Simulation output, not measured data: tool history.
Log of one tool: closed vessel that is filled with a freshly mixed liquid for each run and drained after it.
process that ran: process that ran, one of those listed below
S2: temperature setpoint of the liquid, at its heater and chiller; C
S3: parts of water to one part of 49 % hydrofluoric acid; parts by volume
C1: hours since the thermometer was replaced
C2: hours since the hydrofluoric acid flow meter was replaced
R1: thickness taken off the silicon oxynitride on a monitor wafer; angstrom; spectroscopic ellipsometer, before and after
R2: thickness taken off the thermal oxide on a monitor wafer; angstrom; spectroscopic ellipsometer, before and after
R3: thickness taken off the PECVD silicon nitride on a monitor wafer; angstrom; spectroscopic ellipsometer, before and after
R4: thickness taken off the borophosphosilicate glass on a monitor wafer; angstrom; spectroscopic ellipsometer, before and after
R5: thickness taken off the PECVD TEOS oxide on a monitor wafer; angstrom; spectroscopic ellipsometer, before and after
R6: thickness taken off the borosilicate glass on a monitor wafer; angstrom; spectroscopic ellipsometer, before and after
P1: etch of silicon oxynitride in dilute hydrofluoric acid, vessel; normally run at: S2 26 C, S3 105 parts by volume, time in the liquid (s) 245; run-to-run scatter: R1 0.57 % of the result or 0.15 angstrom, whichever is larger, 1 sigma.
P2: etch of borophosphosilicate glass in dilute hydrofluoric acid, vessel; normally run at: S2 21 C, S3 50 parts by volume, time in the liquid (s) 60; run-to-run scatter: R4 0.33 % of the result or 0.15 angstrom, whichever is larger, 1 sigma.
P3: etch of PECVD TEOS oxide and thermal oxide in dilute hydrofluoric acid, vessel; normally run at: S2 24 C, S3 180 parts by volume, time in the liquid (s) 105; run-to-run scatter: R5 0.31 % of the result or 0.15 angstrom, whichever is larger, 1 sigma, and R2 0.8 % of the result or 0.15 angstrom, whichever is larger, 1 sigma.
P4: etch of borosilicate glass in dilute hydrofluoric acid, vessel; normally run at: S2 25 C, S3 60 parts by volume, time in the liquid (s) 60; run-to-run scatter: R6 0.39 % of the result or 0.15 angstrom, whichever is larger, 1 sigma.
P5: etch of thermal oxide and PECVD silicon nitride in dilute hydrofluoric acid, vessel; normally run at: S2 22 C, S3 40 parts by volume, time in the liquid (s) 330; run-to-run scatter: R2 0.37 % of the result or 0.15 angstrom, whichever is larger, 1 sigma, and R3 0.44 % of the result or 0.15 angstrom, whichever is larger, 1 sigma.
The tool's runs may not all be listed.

run 1 hour=3.3 | process_that_ran=P1 S2=26 S3=105 time_in_the_liquid_(s)=245 | C1=325.1 C2=794.3 | R1=48.154
run 2 hour=6.7 | process_that_ran=P1 S2=26 S3=105 time_in_the_liquid_(s)=245 | C1=328.5 C2=797.7 | R1=47.292
run 3 hour=12 | process_that_ran=P5 S2=22 S3=40 time_in_the_liquid_(s)=330 | C1=333.8 C2=803 | R2=379.59 R3=225.95
run 4 hour=14.4 | process_that_ran=P2 S2=21 S3=50 time_in_the_liquid_(s)=60 | C1=336.2 C2=805.4 | R4=740.84
run 5 hour=18.3 | process_that_ran=P2 S2=21 S3=50 time_in_the_liquid_(s)=30 | C1=340.1 C2=809.3 | R4=371.83
run 6 hour=21.4 | process_that_ran=P3 S2=24 S3=180 time_in_the_liquid_(s)=30 | C1=343.2 C2=812.4 | R2=7.221 R5=20.119
run 7 hour=24.2 | process_that_ran=P3 S2=24 S3=35 time_in_the_liquid_(s)=105 | C1=346 C2=815.2 | R2=153.48 R5=432.27
run 8 hour=29.3 | process_that_ran=P3 S2=24 S3=180 time_in_the_liquid_(s)=105 | C1=351.1 C2=820.3 | R2=25.184 R5=70.754
run 9 hour=32.7 | process_that_ran=P3 S2=17 S3=180 time_in_the_liquid_(s)=105 | C1=354.5 C2=823.7 | R2=19.364 R5=54.069
run 10 hour=36.6 | process_that_ran=P5 S2=29 S3=40 time_in_the_liquid_(s)=330 | C1=358.4 C2=827.6 | R2=506.56 R3=361.28
run 11 hour=41.2 | process_that_ran=P1 S2=26 S3=105 time_in_the_liquid_(s)=30 | C1=363 C2=832.2 | R1=6.0936
run 12 hour=45.5 | process_that_ran=P1 S2=26 S3=105 time_in_the_liquid_(s)=420 | C1=367.3 C2=836.5 | R1=82.735
run 13 hour=50.3 | process_that_ran=P4 S2=25 S3=60 time_in_the_liquid_(s)=30 | C1=372.1 C2=841.3 | R6=242.94
run 14 hour=54.3 | process_that_ran=P2 S2=21 S3=20 time_in_the_liquid_(s)=60 | C1=376.1 C2=845.3 | R4=1931.3
run 15 hour=57.6 | process_that_ran=P1 S2=26 S3=185 time_in_the_liquid_(s)=65 | C1=379.4 C2=848.6 | R1=6.6558
run 16 hour=61.6 | process_that_ran=P4 S2=25 S3=60 time_in_the_liquid_(s)=60 | C1=383.4 C2=852.6 | R6=486.69
run 17 hour=64 | process_that_ran=P4 S2=25 S3=60 time_in_the_liquid_(s)=60 | C1=385.8 C2=855 | R6=485.17
run 18 hour=68.3 | process_that_ran=P1 S2=26 S3=105 time_in_the_liquid_(s)=245 | C1=390.1 C2=859.3 | R1=47.776
run 19 hour=72.4 | process_that_ran=P1 S2=18.5 S3=105 time_in_the_liquid_(s)=245 | C1=394.2 C2=863.4 | R1=33.201
run 20 hour=74.9 | process_that_ran=P4 S2=33 S3=60 time_in_the_liquid_(s)=60 | C1=396.7 C2=865.9 | R6=666.73
run 21 hour=79.3 | process_that_ran=P1 S2=31 S3=105 time_in_the_liquid_(s)=245 | C1=401.1 C2=870.3 | R1=60.506
run 22 hour=83.1 | process_that_ran=P1 S2=26 S3=160 time_in_the_liquid_(s)=245 | C1=404.9 C2=874.1 | R1=29.766
run 23 hour=87 | process_that_ran=P1 S2=26 S3=60 time_in_the_liquid_(s)=245 | C1=408.8 C2=878 | R1=88.293
run 24 hour=90.3 | process_that_ran=P5 S2=22 S3=40 time_in_the_liquid_(s)=330 | C1=412.1 C2=881.3 | R2=379.76 R3=229.2

Run 25 comes next. What will it give?
run 25 hour=93.5 | process_that_ran=P2 S2=17 S3=50 time_in_the_liquid_(s)=60 | C1=415.3 C2=884.5 | R4=?

Run 25 gave R4 624.27 angstrom.
